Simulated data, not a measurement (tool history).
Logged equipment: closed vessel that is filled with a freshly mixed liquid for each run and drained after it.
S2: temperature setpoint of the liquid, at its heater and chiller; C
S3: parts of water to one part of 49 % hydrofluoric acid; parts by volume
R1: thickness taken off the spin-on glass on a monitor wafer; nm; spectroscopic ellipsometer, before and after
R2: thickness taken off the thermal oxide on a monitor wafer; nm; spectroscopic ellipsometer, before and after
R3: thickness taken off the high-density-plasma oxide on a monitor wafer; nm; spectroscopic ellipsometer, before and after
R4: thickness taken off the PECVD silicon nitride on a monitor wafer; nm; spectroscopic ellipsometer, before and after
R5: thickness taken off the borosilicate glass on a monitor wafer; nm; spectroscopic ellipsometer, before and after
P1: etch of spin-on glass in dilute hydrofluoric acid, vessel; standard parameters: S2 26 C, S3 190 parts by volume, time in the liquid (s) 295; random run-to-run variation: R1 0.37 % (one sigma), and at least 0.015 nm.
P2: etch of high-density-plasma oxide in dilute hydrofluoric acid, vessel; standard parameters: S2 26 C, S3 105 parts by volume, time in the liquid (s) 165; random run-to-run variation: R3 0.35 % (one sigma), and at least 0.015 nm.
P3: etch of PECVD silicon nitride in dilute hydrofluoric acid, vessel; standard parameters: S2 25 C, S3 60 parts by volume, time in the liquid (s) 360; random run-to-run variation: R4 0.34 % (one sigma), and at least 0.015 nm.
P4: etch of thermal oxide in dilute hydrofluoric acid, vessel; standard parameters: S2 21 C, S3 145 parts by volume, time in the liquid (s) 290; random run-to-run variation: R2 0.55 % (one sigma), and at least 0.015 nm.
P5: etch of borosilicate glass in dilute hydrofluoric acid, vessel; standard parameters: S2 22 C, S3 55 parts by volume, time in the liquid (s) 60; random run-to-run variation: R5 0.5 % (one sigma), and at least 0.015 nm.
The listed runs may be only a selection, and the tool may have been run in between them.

{"run": 1, "hour": 12.9, "process that ran": "P1", "S2": 26, "S3": 190, "time in the liquid (s)": 295, "R1": 41.613}
{"run": 2, "hour": 28.4, "process that ran": "P1", "S2": 26, "S3": 270, "time in the liquid (s)": 295, "R1": 27.116}
{"run": 3, "hour": 37.7, "process that ran": "P4", "S2": 21, "S3": 210, "time in the liquid (s)": 290, "R2": 5.1371}
{"run": 4, "hour": 53.8, "process that ran": "P1", "S2": 26, "S3": 300, "time in the liquid (s)": 120, "R1": 9.5664}
{"run": 5, "hour": 63.2, "process that ran": "P1", "S2": 26, "S3": 190, "time in the liquid (s)": 295, "R1": 41.641}
{"run": 6, "hour": 74.9, "process that ran": "P4", "S2": 21, "S3": 145, "time in the liquid (s)": 95, "R2": 2.5923}
{"run": 7, "hour": 82.8, "process that ran": "P1", "S2": 21, "S3": 90, "time in the liquid (s)": 295, "R1": 81.363}
{"run": 8, "hour": 97.9, "process that ran": "P2", "S2": 26, "S3": 180, "time in the liquid (s)": 165, "R3": 4.5111}
{"run": 9, "hour": 111.4, "process that ran": "P1", "S2": 26, "S3": 190, "time in the liquid (s)": 295, "R1": 41.799}
{"run": 10, "hour": 123.0, "process that ran": "P1", "S2": 26, "S3": 190, "time in the liquid (s)": 295, "R1": 41.714}
{"run": 11, "hour": 136.8, "process that ran": "P3", "S2": 25, "S3": 60, "time in the liquid (s)": 360, "R4": 35.535}
{"run": 12, "hour": 152.7, "process that ran": "P1", "S2": 26, "S3": 190, "time in the liquid (s)": 295, "R1": 41.496}
{"run": 13, "hour": 169.0, "process that ran": "P1", "S2": 26, "S3": 190, "time in the liquid (s)": 295, "R1": 41.705}
{"run": 14, "hour": 185.5, "process that ran": "P2", "S2": 26, "S3": 105, "time in the liquid (s)": 165, "R3": 8.4885}
{"run": 15, "hour": 194.3, "process that ran": "P1", "S2": 26, "S3": 190, "time in the liquid (s)": 30, "R1": 4.269}
{"run": 16, "hour": 208.0, "process that ran": "P3", "S2": 25, "S3": 60, "time in the liquid (s)": 700, "R4": 68.915}
{"run": 17, "hour": 220.1, "process that ran": "P1", "S2": 26, "S3": 190, "time in the liquid (s)": 450, "R1": 63.908}
{"run": 18, "hour": 227.3, "process that ran": "P1", "S2": 26, "S3": 120, "time in the liquid (s)": 450, "R1": 109.83}
{"run": 19, "hour": 239.8, "process that ran": "P2", "S2": 26, "S3": 105, "time in the liquid (s)": 290, "R3": 14.948}
{"run": 20, "hour": 255.2, "process that ran": "P5", "S2": 30.5, "S3": 55, "time in the liquid (s)": 60, "R5": 39.971}
{"run": 21, "hour": 264.9, "process that ran": "P3", "S2": 32, "S3": 60, "time in the liquid (s)": 360, "R4": 55.667}
{"run": 22, "hour": 276.7, "process that ran": "P5", "S2": 22, "S3": 105, "time in the liquid (s)": 60, "R5": 14.184}
{"run": 23, "hour": 285.8, "process that ran": "P4", "S2": 21, "S3": 145, "time in the liquid (s)": 290, "R2": 7.8542}
{"run": 24, "hour": 300.1, "process that ran": "P5", "S2": 22, "S3": 55, "time in the liquid (s)": 60, "R5": 28.747}
{"run": 25, "hour": 310.5, "process that ran": "P2", "S2": 18, "S3": 105, "time in the liquid (s)": 165, "R3": 6.2186}
{"run": 26, "hour": 326.8, "process that ran": "P1", "S2": 26, "S3": 80, "time in the liquid (s)": 295, "R1": 113.41}
{"run": 27, "hour": 337.7, "process that ran": "P4", "S2": 21, "S3": 145, "time in the liquid (s)": 290, "R2": 7.9705}
{"run": 28, "hour": 348.7, "process that ran": "P3", "S2": 25, "S3": 60, "time in the liquid (s)": 360, "R4": 35.28}
{"run": 29, "hour": 360.2, "process that ran": "P1", "S2": 30, "S3": 190, "time in the liquid (s)": 295, "R1": 48.113}
{"run": 30, "hour": 367.3, "process that ran": "P3", "S2": 25, "S3": 100, "time in the liquid (s)": 360, "R4": 21.42}
{"run": 31, "hour": 379.9, "process that ran": "P1", "S2": 21, "S3": 190, "time in the liquid (s)": 295, "R1": 34.786}
{"run": 32, "hour": 391.6, "process that ran": "P4", "S2": 29, "S3": 145, "time in the liquid (s)": 290, "R2": 10.754}
{"run": 33, "hour": 405.8, "process that ran": "P5", "S2": 22, "S3": 55, "time in the liquid (s)": 30, "R5": 14.266}
{"run": 34, "hour": 417.3, "process that ran": "P1", "S2": 26, "S3": 190, "time in the liquid (s)": 295, "R1": 41.623}
{"run": 35, "hour": 424.5, "process that ran": "P1", "S2": 26, "S3": 190, "time in the liquid (s)": 295, "R1": 42.419}
{"run": 36, "hour": 435.2, "process that ran": "P1", "S2": 26, "S3": 190, "time in the liquid (s)": 295, "R1": 43.381}
{"run": 37, "hour": 448.0, "process that ran": "P1", "S2": 26, "S3": 190, "time in the liquid (s)": 295, "R1": 43.951}
{"run": 38, "hour": 461.1, "process that ran": "P1", "S2": 26, "S3": 190, "time in the liquid (s)": 295, "R1": 44.382}
{"run": 39, "hour": 473.2, "process that ran": "P1", "S2": 26, "S3": 190, "time in the liquid (s)": 295, "R1": 44.368}
{"run": 40, "hour": 487.7, "process that ran": "P1", "S2": 26, "S3": 190, "time in the liquid (s)": 295, "R1": 44.551}
{"run": 41, "hour": 501.2, "process that ran": "P1", "S2": 26, "S3": 190, "time in the liquid (s)": 295, "R1": 44.546}
{"run": 42, "hour": 511.7, "process that ran": "P1", "S2": 26, "S3": 190, "time in the liquid (s)": 295, "R1": 44.723}
{"run": 43, "hour": 520.8, "process that ran": "P1", "S2": 26, "S3": 190, "time in the liquid (s)": 295, "R1": 44.49}

What P1 gives has crept off from where it sat before. The 2 causes that follow fit the log equally well, each at the size noted:
A: hydrofluoric acid flow above the setpoint (%) = 5.75
B: liquid hotter than its thermometer reads (K) = 1.89
The process output started creeping at around hour 417.3.

4 check runs are offered, one wafer each, their results left as question marks. Which one tells the causes apart?
{"run": "check 1", "hour": 529.9, "process that ran": "P3", "S2": 25, "S3": 80, "time in the liquid (s)": 360, "R4": "?"}
{"run": "check 2", "hour": 529.9, "process that ran": "P2", "S2": 19.5, "S3": 170, "time in the liquid (s)": 165, "R3": "?"}
{"run": "check 3", "hour": 529.9, "process that ran": "P4", "S2": 21, "S3": 145, "time in the liquid (s)": 125, "R2": "?"}
{"run": "check 4", "hour": 529.9, "process that ran": "P5", "S2": 29.5, "S3": 85, "time in the liquid (s)": 60, "R5": "?"}

Outcome of each check run for each possible cause:
check=check_1 result=R4 if_A=28.155 if_B=30.153
check=check_2 result=R3 if_A=4.0579 if_B=4.0936
check=check_3 result=R2 if_A=3.6255 if_B=3.6606
check=check_4 result=R5 if_A=25.434 if_B=25.664
Distance between the nearest two causes, measured in the result of the check that separates them most: check 1 6.86 %; check 2 0.87 %; check 3 0.96 %; check 4 0.9 %
Check 1 distinguishes between the causes, while the remaining checks would return nearly the same result for all of them.

With check 1 done, the readings were: R4 28.111 nm. Identify which of the listed causes applies.

A is the cause: hydrofluoric acid flow above the setpoint (%).
